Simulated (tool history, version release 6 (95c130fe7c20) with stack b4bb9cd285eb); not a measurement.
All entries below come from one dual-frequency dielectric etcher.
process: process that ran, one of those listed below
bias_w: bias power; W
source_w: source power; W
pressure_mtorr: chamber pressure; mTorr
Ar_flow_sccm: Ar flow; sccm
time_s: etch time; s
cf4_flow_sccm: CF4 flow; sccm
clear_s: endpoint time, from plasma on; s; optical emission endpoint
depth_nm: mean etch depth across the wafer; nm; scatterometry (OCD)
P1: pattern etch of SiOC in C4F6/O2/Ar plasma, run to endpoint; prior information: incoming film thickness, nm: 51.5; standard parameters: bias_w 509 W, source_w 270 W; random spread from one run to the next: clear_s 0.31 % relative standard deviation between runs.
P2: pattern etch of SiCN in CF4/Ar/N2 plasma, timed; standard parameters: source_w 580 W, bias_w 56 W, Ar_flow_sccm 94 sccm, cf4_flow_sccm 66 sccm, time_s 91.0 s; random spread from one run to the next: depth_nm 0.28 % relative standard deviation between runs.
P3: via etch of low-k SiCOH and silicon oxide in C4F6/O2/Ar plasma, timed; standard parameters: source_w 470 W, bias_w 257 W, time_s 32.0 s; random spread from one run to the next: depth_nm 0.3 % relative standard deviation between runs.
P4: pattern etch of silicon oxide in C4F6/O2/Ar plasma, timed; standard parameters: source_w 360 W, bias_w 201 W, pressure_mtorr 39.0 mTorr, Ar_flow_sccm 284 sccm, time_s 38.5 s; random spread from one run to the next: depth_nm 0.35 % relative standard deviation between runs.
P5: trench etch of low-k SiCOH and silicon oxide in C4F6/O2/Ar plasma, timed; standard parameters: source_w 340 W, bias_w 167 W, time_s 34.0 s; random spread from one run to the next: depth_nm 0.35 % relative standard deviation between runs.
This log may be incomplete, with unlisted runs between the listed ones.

run   hour  process  bias_w  source_w  pressure_mtorr  Ar_flow_sccm  time_s  cf4_flow_sccm  hours since the last wet clean  hours since the last bias power generator calibration  hours since the last source power generator calibration  clear_s  depth_nm
  1    2.5       P1     509       270                                                                                128.0                                                 2165.4                                                   1500.0   19.922
  2    6.3       P1     509       270                                                                                131.8                                                 2169.2                                                   1503.8   19.887
  3   11.2       P1     631       220                                                                                136.7                                                 2174.1                                                   1508.7   19.688
  4   14.3       P1     509       330                                                                                139.8                                                 2177.2                                                   1511.8   18.427
  5   18.9       P4     267       360            39.0           284    38.5                                          144.4                                                 2181.8                                                   1516.4            130.120
  6   21.4       P1     689       270                                                                                146.9                                                 2184.3                                                   1518.9   17.616
  7   24.3       P2      56       580                            65    91.0             66                           149.8                                                 2187.2                                                   1521.8             94.541
  8   28.6       P3     257       570                                  32.0                                          154.1                                                 2191.5                                                   1526.1             96.002
  9   31.6       P1     509       220                                                                                157.1                                                 2194.5                                                   1529.1   21.394
 10   35.3       P5     167       470                                  34.0                                          160.8                                                 2198.2                                                   1532.8            109.740
 11   39.5       P1     643       210                                                                                165.0                                                 2202.4                                                   1537.0   19.865
 12   42.6       P2      56       580                            94   134.5             66                           168.1                                                 2205.5                                                   1540.1            130.510
 13   47.1       P4     201       360            39.0           284    21.0                                          172.6                                                 2210.0                                                   1544.6             64.702
 14   49.7       P1     509       270                                                                                175.2                                                 2212.6                                                   1547.2   19.895
 15   53.2       P2      56       580                            94    91.0             66                           178.7                                                 2216.1                                                   1550.7             88.821
 16   57.5       P3     257       470                                  18.5                                          183.0                                                 2220.4                                                   1555.0             51.713
 17   59.8       P1     509       270                                                                                185.3                                                 2222.7                                                   1557.3   19.822
 18   64.1       P1     701       190                                                                                189.6                                                 2227.0                                                   1561.6   19.947
 19   67.5       P2      56       580                            94    91.0             89                           193.0                                                 2230.4                                                   1565.0             93.206
 20   70.4       P4     201       240            39.0           284    38.5                                          195.9                                                 2233.3                                                   1567.9            101.390
 21   74.9       P5     167       340                                  48.0                                          200.4                                                 2237.8                                                   1572.4            136.910
 22   79.6       P2      44       580                            94    91.0             66                           205.1                                                 2242.5                                                   1577.1             82.072
 23   82.2       P4     201       360            25.5           284    38.5                                          207.7                                                 2245.1                                                   1579.7            124.320
 24   85.0       P5     167       340                                  34.0                                          210.5                                                 2247.9                                                   1582.5             96.624
 25   89.4       P5     127       340                                  34.0                                          214.9                                                 2252.3                                                   1586.9             89.103
 26   94.6       P3     318       470                                  32.0                                          220.1                                                 2257.5                                                   1592.1             96.170
 27   98.4       P4     201       360            39.0           284    38.5                                          223.9                                                 2261.3                                                   1595.9            118.160
 28  101.4       P3     257       470                                  32.0                                          226.9                                                 2264.3                                                   1598.9             88.955
 29  104.5       P2      56       430                            94    91.0             66                           230.0                                                 2267.4                                                   1602.0             67.939
 30  108.9       P4     201       360            39.0           395    38.5                                          234.4                                                 2271.8                                                   1606.4            114.370
 31  113.6       P1     509       270                                                                                239.1                                                 2276.5                                                   1611.1   19.774
 32  117.5       P1     336       270                                                                                243.0                                                 2280.4                                                   1615.0   23.230
 33  122.8       P1     509       270                                                                                248.3                                                 2285.7                                                   1620.3   19.944
 34  128.0       P1     509       270                                                                                253.5                                                 2290.9                                                   1625.5   19.765
 35  132.7       P1     509       270                                                                                258.2                                                 2295.6                                                   1630.2   19.738
 36  136.6       P1     509       270                                                                                262.1                                                 2299.5                                                   1634.1   19.514
     138.4  -- wet clean of the chamber
 37  140.7       P1     509       270                                                                                  2.4                                                 2303.6                                                   1638.2   19.452
 38  144.3       P1     509       270                                                                                  6.0                                                 2307.2                                                   1641.8   19.565
 39  148.6       P1     509       270                                                                                 10.3                                                 2311.5                                                   1646.1   19.438
 40  151.6       P1     509       270                                                                                 13.3                                                 2314.5                                                   1649.1   19.593
 41  154.7       P1     509       270                                                                                 16.4                                                 2317.6                                                   1652.2   19.514
 42  157.1       P1     509       270                                                                                 18.8                                                 2320.0                                                   1654.6   19.537

The output of P1 has drifted from where it used to be. Each of the 2 causes below, taken at the size shown beside it, accounts for the log equally well:
A: source power that arrives over what is set, % = 4.25
B: bias power that arrives over what is set, % = 4.07
The gradual shift began around hour 122.8.
Each remaining cause and why it is not a fit:
chamber walls in a state that raises the etch rate, %: work on it at hour 138.4, done after the drift set in, did not restore what the process gave before

The check runs listed below each take one wafer, and their results are still question marks. Under which run would the listed causes lead to clearly different results?
check 1  159.5       P2      56       580                            79   130.5             66                                                                                                                                                                  ?
check 2  159.5       P3     301       470                                  19.5                                                                                                                                                                                 ?
check 3  159.5       P5     142       340                                  34.0                                                                                                                                                                                 ?
check 4  159.5       P4     201       270            39.0           392    38.5                                                                                                                                                                                 ?

Predicted outcomes, by check and by cause:
  check    result     if A     if B
check 1  depth_nm  135.690  132.390
check 2  depth_nm   58.274   58.159
check 3  depth_nm   93.149   92.754
check 4  depth_nm  103.900  103.620
Gap, in per cent, between the two causes that each check separates least, read from the result that separates them most: check 1 2.46 %; check 2 0.2 %; check 3 0.42 %; check 4 0.27 %
Check 1 is the one run that separates the causes; every other check would come out nearly the same whichever cause is at work.

The results of check 1 are: depth_nm 136.060 nm. Based on these, which of the listed causes is it?

A is the cause: source power that arrives over what is set, %.
